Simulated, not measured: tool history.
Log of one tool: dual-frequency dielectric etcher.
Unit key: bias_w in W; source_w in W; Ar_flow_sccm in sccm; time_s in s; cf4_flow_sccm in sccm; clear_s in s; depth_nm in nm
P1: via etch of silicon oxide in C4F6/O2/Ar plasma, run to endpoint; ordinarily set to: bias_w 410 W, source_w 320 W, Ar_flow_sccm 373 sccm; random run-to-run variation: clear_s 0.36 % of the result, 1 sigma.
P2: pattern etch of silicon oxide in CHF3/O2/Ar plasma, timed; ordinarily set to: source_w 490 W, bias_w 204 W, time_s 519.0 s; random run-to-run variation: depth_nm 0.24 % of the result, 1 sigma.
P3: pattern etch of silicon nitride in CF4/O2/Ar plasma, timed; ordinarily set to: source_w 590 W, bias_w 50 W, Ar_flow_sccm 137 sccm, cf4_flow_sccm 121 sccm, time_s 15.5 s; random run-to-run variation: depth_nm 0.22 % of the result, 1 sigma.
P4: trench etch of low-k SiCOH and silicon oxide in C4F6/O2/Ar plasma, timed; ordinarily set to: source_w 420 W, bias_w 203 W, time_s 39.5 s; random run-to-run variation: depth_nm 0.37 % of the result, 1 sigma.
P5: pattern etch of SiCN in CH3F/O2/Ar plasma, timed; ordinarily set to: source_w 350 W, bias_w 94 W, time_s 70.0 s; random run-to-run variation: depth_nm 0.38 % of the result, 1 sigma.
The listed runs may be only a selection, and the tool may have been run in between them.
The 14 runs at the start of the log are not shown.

run 15 hour=130.4 | process=P2 bias_w=131 source_w=490 time_s=519.0 | depth_nm=843.440
run 16 hour=138.5 | process=P3 bias_w=50 source_w=590 Ar_flow_sccm=96 time_s=15.5 cf4_flow_sccm=121 | depth_nm=35.542
run 17 hour=145.6 | process=P1 bias_w=288 source_w=320 Ar_flow_sccm=373 | clear_s=45.598
run 18 hour=156.3 | process=P1 bias_w=410 source_w=320 Ar_flow_sccm=488 | clear_s=41.229
run 19 hour=165.5 | process=P2 bias_w=204 source_w=490 time_s=519.0 | depth_nm=979.430
run 20 hour=172.3 | process=P1 bias_w=410 source_w=320 Ar_flow_sccm=373 | clear_s=40.190
run 21 hour=178.1 | process=P3 bias_w=50 source_w=590 Ar_flow_sccm=137 time_s=15.5 cf4_flow_sccm=148 | depth_nm=34.870
-- hour=187.3 wet clean of the chamber
run 22 hour=190.0 | process=P1 bias_w=410 source_w=240 Ar_flow_sccm=373 | clear_s=44.653
run 23 hour=199.9 | process=P3 bias_w=50 source_w=590 Ar_flow_sccm=137 time_s=15.5 cf4_flow_sccm=121 | depth_nm=34.080
run 24 hour=206.5 | process=P1 bias_w=410 source_w=320 Ar_flow_sccm=373 | clear_s=40.096
run 25 hour=215.4 | process=P1 bias_w=410 source_w=410 Ar_flow_sccm=443 | clear_s=37.476
run 26 hour=224.5 | process=P1 bias_w=410 source_w=320 Ar_flow_sccm=373 | clear_s=40.355
run 27 hour=232.4 | process=P1 bias_w=410 source_w=430 Ar_flow_sccm=270 | clear_s=34.761
run 28 hour=238.4 | process=P5 bias_w=76 source_w=350 time_s=70.0 | depth_nm=25.662
-- hour=245.8 bias power generator calibrated
run 29 hour=246.2 | process=P2 bias_w=204 source_w=490 time_s=324.5 | depth_nm=611.820
run 30 hour=254.0 | process=P1 bias_w=497 source_w=320 Ar_flow_sccm=373 | clear_s=37.255
run 31 hour=262.7 | process=P1 bias_w=410 source_w=320 Ar_flow_sccm=373 | clear_s=40.124
run 32 hour=272.6 | process=P4 bias_w=203 source_w=420 time_s=39.5 | depth_nm=129.800
run 33 hour=279.9 | process=P5 bias_w=94 source_w=350 time_s=49.5 | depth_nm=19.689
run 34 hour=291.6 | process=P5 bias_w=94 source_w=350 time_s=70.0 | depth_nm=28.055
run 35 hour=300.7 | process=P1 bias_w=410 source_w=320 Ar_flow_sccm=373 | clear_s=40.344
run 36 hour=307.9 | process=P1 bias_w=410 source_w=320 Ar_flow_sccm=373 | clear_s=40.408
run 37 hour=313.3 | process=P1 bias_w=410 source_w=320 Ar_flow_sccm=373 | clear_s=40.622

Predict the results of run 38:
run 38 hour=322.1 | process=P1 bias_w=410 source_w=320 Ar_flow_sccm=373 | clear_s=?

clear_s: 40.629 s
